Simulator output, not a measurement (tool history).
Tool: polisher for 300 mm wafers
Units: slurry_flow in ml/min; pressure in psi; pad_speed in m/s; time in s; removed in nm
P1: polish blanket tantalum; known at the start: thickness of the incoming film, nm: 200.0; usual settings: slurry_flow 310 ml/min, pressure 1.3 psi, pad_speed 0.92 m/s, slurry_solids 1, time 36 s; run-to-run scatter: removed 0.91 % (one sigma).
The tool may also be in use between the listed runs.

Run 1, hour 9.5: slurry_flow 310 ml/min, pressure 1.3 psi, pad_speed 0.92 m/s, slurry_solids 1, time 36 s. Result: removed 31.05 nm.
Run 2, hour 21.2: slurry_flow 310 ml/min, pressure 1.3 psi, pad_speed 0.92 m/s, slurry_solids 1, time 36 s. Result: removed 31.164 nm.
At hour 23.8: head pressure recalibrated.
Run 3, hour 38.7: slurry_flow 310 ml/min, pressure 1.3 psi, pad_speed 0.92 m/s, slurry_solids 1.45, time 36 s. Result: removed 34.024 nm.
Run 4, hour 46.9: slurry_flow 310 ml/min, pressure 1.3 psi, pad_speed 0.92 m/s, slurry_solids 1, time 36 s. Result: removed 31.504 nm.
Run 5, hour 56.7: slurry_flow 420 ml/min, pressure 1.3 psi, pad_speed 0.92 m/s, slurry_solids 1, time 54 s. Result: removed 47.954 nm.
Run 6, hour 67.1: slurry_flow 310 ml/min, pressure 1.3 psi, pad_speed 0.92 m/s, slurry_solids 1, time 36 s. Result: removed 31.218 nm.
Run 7, hour 81.8: slurry_flow 310 ml/min, pressure 1.3 psi, pad_speed 0.92 m/s, slurry_solids 0.6, time 36 s. Result: removed 25.855 nm.
Run 8, hour 94.7: slurry_flow 220 ml/min, pressure 1.3 psi, pad_speed 0.92 m/s, slurry_solids 1, time 36 s. Result: removed 30.746 nm.
Run 9, hour 110.9: slurry_flow 310 ml/min, pressure 0.8 psi, pad_speed 0.92 m/s, slurry_solids 1, time 36 s. Result: removed 19.353 nm.
Run 10, hour 120.2: slurry_flow 310 ml/min, pressure 2 psi, pad_speed 0.92 m/s, slurry_solids 1, time 36 s. Result: removed 48.435 nm.
Run 11, hour 130: slurry_flow 310 ml/min, pressure 1.3 psi, pad_speed 0.92 m/s, slurry_solids 1, time 36 s. Result: removed 31.257 nm.
Run 12, hour 143.4: slurry_flow 310 ml/min, pressure 1.3 psi, pad_speed 0.92 m/s, slurry_solids 1, time 52 s. Result: removed 44.872 nm.
Run 13, hour 158: slurry_flow 310 ml/min, pressure 1.3 psi, pad_speed 1.36 m/s, slurry_solids 1, time 36 s. Result: removed 46.533 nm.
Run 14, hour 166.1: slurry_flow 465 ml/min, pressure 1.3 psi, pad_speed 0.92 m/s, slurry_solids 1, time 36 s. Result: removed 32.034 nm.
Run 15, hour 179.7: slurry_flow 310 ml/min, pressure 1.3 psi, pad_speed 0.5 m/s, slurry_solids 1, time 36 s. Result: removed 16.895 nm.
Run 16, hour 188: slurry_flow 310 ml/min, pressure 1.3 psi, pad_speed 0.92 m/s, slurry_solids 1, time 18 s. Result: removed 15.451 nm.
Run 17, hour 205.7: slurry_flow 310 ml/min, pressure 1.3 psi, pad_speed 0.92 m/s, slurry_solids 1, time 36 s. Result: removed 31.368 nm.
Run 18, hour 221.2: slurry_flow 310 ml/min, pressure 1.3 psi, pad_speed 0.92 m/s, slurry_solids 1, time 36 s. Result: removed 31.566 nm.
Run 19, hour 230.5: slurry_flow 310 ml/min, pressure 1.3 psi, pad_speed 0.92 m/s, slurry_solids 1, time 36 s. Result: removed 30.437 nm.
Run 20, hour 243.6: slurry_flow 310 ml/min, pressure 1.3 psi, pad_speed 0.92 m/s, slurry_solids 1, time 36 s. Result: removed 29.2 nm.
Run 21, hour 254.6: slurry_flow 310 ml/min, pressure 1.3 psi, pad_speed 0.92 m/s, slurry_solids 1, time 36 s. Result: removed 28.086 nm.

Run 22 comes next. What will it give?
At hour 261.7: head pressure recalibrated.
Run 22, hour 271.8: slurry_flow 310 ml/min, pressure 1.3 psi, pad_speed 0.92 m/s, slurry_solids 1, time 36 s. Result: removed ?.

removed: 28.513 nm
